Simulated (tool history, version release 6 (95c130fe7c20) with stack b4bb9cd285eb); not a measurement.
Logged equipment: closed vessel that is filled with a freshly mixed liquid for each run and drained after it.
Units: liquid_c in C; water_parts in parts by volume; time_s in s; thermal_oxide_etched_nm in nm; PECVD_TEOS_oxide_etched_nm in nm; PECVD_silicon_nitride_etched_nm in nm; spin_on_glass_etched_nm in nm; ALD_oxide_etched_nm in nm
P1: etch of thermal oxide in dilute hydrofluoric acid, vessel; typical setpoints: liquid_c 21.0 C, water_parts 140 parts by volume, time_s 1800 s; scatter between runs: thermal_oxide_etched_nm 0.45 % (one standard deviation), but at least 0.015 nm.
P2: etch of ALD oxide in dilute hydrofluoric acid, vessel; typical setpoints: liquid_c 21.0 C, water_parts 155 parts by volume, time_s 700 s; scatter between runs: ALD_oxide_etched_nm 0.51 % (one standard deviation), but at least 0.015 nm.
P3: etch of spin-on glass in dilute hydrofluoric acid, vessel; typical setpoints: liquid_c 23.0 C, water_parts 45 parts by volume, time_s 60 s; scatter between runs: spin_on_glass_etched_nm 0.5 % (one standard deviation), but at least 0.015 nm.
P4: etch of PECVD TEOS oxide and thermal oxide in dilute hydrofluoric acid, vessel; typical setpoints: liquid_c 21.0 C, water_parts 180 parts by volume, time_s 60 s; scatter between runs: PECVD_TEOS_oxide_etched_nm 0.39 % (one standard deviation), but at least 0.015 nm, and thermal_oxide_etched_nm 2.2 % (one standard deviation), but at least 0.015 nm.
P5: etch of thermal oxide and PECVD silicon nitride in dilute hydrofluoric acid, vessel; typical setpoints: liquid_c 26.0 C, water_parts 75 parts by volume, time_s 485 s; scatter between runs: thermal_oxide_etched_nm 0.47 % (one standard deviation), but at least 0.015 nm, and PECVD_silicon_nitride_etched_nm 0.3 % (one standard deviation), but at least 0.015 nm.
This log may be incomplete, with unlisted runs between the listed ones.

| run | hour | process | liquid_c | water_parts | time_s | hours since the thermometer was replaced | hours since the hydrofluoric acid flow meter was replaced | thermal_oxide_etched_nm | PECVD_TEOS_oxide_etched_nm | PECVD_silicon_nitride_etched_nm | spin_on_glass_etched_nm | ALD_oxide_etched_nm |
|---|---|---|---|---|---|---|---|---|---|---|---|---|
| 1 | 6.6 | P1 | 21.0 | 140 | 1800 | 700.3 | 577.8 | 51.18800 |  |  |  |  |
| 2 | 12.1 | P4 | 21.0 | 180 | 120 | 705.8 | 583.3 | 2.48260 | 15.0410 |  |  |  |
| 3 | 18.1 | P1 | 21.0 | 140 | 240 | 711.8 | 589.3 | 6.82130 |  |  |  |  |
| 4 | 21.9 | P1 | 17.0 | 140 | 1800 | 715.6 | 593.1 | 43.21600 |  |  |  |  |
| 5 | 29.7 | P5 | 26.0 | 75 | 485 | 723.4 | 600.9 | 33.76400 |  | 19.972 |  |  |
| 6 | 36.6 | P1 | 21.0 | 140 | 3540 | 730.3 | 607.8 | 100.67000 |  |  |  |  |
| 7 | 44.1 | P1 | 21.0 | 210 | 1800 | 737.8 | 615.3 | 31.57700 |  |  |  |  |
| 8 | 51.5 | P5 | 26.0 | 75 | 485 | 745.2 | 622.7 | 34.32700 |  | 19.990 |  |  |
| 9 | 57.7 | P4 | 21.0 | 180 | 60 | 751.4 | 628.9 | 1.17270 | 7.5292 |  |  |  |
| 10 | 64.2 | P3 | 18.5 | 45 | 60 | 757.9 | 635.4 |  |  |  | 40.861 |  |
| 11 | 71.1 | P1 | 27.5 | 45 | 1800 | 764.8 | 642.3 | 232.70000 |  |  |  |  |
| 12 | 77.9 | P3 | 23.0 | 45 | 30 | 771.6 | 649.1 |  |  |  | 24.904 |  |
| 13 | 85.3 | P1 | 21.0 | 140 | 1800 | 779.0 | 656.5 | 50.80400 |  |  |  |  |
| 14 | 91.9 | P1 | 27.0 | 140 | 1800 | 785.6 | 663.1 | 63.47900 |  |  |  |  |
| 15 | 100.3 | P5 | 26.0 | 25 | 485 | 794.0 | 671.5 | 109.46000 |  | 58.575 |  |  |
| 16 | 104.9 | P4 | 21.0 | 180 | 60 | 798.6 | 676.1 | 1.20190 | 7.5992 |  |  |  |
| 17 | 108.8 | P2 | 21.0 | 155 | 700 | 802.5 | 680.0 |  |  |  |  | 47.825 |
| 18 | 115.8 | P2 | 25.5 | 155 | 700 | 809.5 | 687.0 |  |  |  |  | 56.595 |
| 19 | 123.7 | P3 | 23.0 | 60 | 60 | 817.4 | 694.9 |  |  |  | 36.807 |  |
| 20 | 128.4 | P3 | 23.0 | 45 | 60 | 822.1 | 699.6 |  |  |  | 49.883 |  |
| 21 | 136.5 | P5 | 26.0 | 75 | 815 | 830.2 | 707.7 | 57.24900 |  | 33.498 |  |  |
| 22 | 143.5 | P2 | 21.0 | 155 | 1300 | 837.2 | 714.7 |  |  |  |  | 88.939 |
| 23 | 148.6 | P4 | 21.0 | 260 | 60 | 842.3 | 719.8 | 0.74916 | 4.8575 |  |  |  |
| 24 | 155.0 | P5 | 20.0 | 75 | 485 | 848.7 | 726.2 | 26.65800 |  | 13.380 |  |  |
| 25 | 159.4 | P1 | 21.0 | 140 | 1800 | 853.1 | 730.6 | 50.92100 |  |  |  |  |
| 26 | 165.7 | P2 | 21.0 | 220 | 700 | 859.4 | 736.9 |  |  |  |  | 31.720 |
| 27 | 170.7 | P3 | 23.0 | 45 | 60 | 864.4 | 741.9 |  |  |  | 49.846 |  |
| 28 | 178.7 | P1 | 21.0 | 140 | 1800 | 872.4 | 749.9 | 50.78800 |  |  |  |  |
| 29 | 187.1 | P4 | 17.0 | 180 | 60 | 880.8 | 758.3 | 1.02700 | 6.4479 |  |  |  |
| 30 | 191.9 | P1 | 21.0 | 75 | 1800 | 885.6 | 763.1 | 102.20000 |  |  |  |  |
| 31 | 197.8 | P1 | 21.0 | 140 | 1800 | 891.5 | 769.0 | 51.23100 |  |  |  |  |
| 32 | 206.2 | P1 | 21.0 | 140 | 1800 | 899.9 | 777.4 | 48.75000 |  |  |  |  |
| 33 | 212.4 | P1 | 21.0 | 140 | 1800 | 906.1 | 783.6 | 47.82200 |  |  |  |  |
| 34 | 217.2 | P1 | 21.0 | 140 | 1800 | 910.9 | 788.4 | 47.22400 |  |  |  |  |
| 35 | 221.8 | P1 | 21.0 | 140 | 1800 | 915.5 | 793.0 | 47.03900 |  |  |  |  |
| 36 | 229.0 | P1 | 21.0 | 140 | 1800 | 922.7 | 800.2 | 47.31300 |  |  |  |  |
| 37 | 237.2 | P1 | 21.0 | 140 | 1800 | 930.9 | 808.4 | 47.00100 |  |  |  |  |
| 38 | 245.8 | P1 | 21.0 | 140 | 1800 | 939.5 | 817.0 | 46.45900 |  |  |  |  |

Compared with where it was, what P1 gives has crept away. Each cause listed below fits the log as well as the rest, at the size given for it:
A: hydrofluoric acid flow below the setpoint (%) = 7.8
B: liquid colder than its thermometer reads (K) = 2.35
Onset of the creep was near hour 197.8.

Question marks stand in for the results of the 4 check runs listed below, each run on one wafer. Under which run would the listed causes show clearly different results?
| check 1 | 254.4 | P3 | 23.0 | 45 | 60 |  |  |  |  |  | ? |  |
| check 2 | 254.4 | P4 | 21.0 | 180 | 60 |  |  | ? | ? |  |  |  |
| check 3 | 254.4 | P2 | 21.0 | 155 | 700 |  |  |  |  |  |  | ? |
| check 4 | 254.4 | P5 | 26.0 | 75 | 485 |  |  | ? |  | ? |  |  |

What every check run would give for each of its results, assuming each possible cause in turn:
| check | result | if A | if B |
|---|---|---|---|
| check 1 | spin_on_glass_etched_nm | 45.569 | 45.001 |
| check 2 | thermal_oxide_etched_nm | 1.10560 | 1.11080 |
| check 2 | PECVD_TEOS_oxide_etched_nm | 6.8641 | 6.8967 |
| check 3 | ALD_oxide_etched_nm | 43.550 | 43.618 |
| check 4 | thermal_oxide_etched_nm | 31.09500 | 30.95200 |
| check 4 | PECVD_silicon_nitride_etched_nm | 18.444 | 17.106 |
Per-check spread between the two closest causes, in the result where they differ most: check 1 1.25 %; check 2 0.47 %; check 3 0.16 %; check 4 7.53 %
Only in check 4 would the causes give clearly different results; in the remaining checks their results would be nearly the same.

Running check 4 produced the following: thermal_oxide_etched_nm 31.01300 nm; PECVD_silicon_nitride_etched_nm 18.483 nm. Which one of the listed causes fits?

The correct cause is A, namely: hydrofluoric acid flow below the setpoint (%).
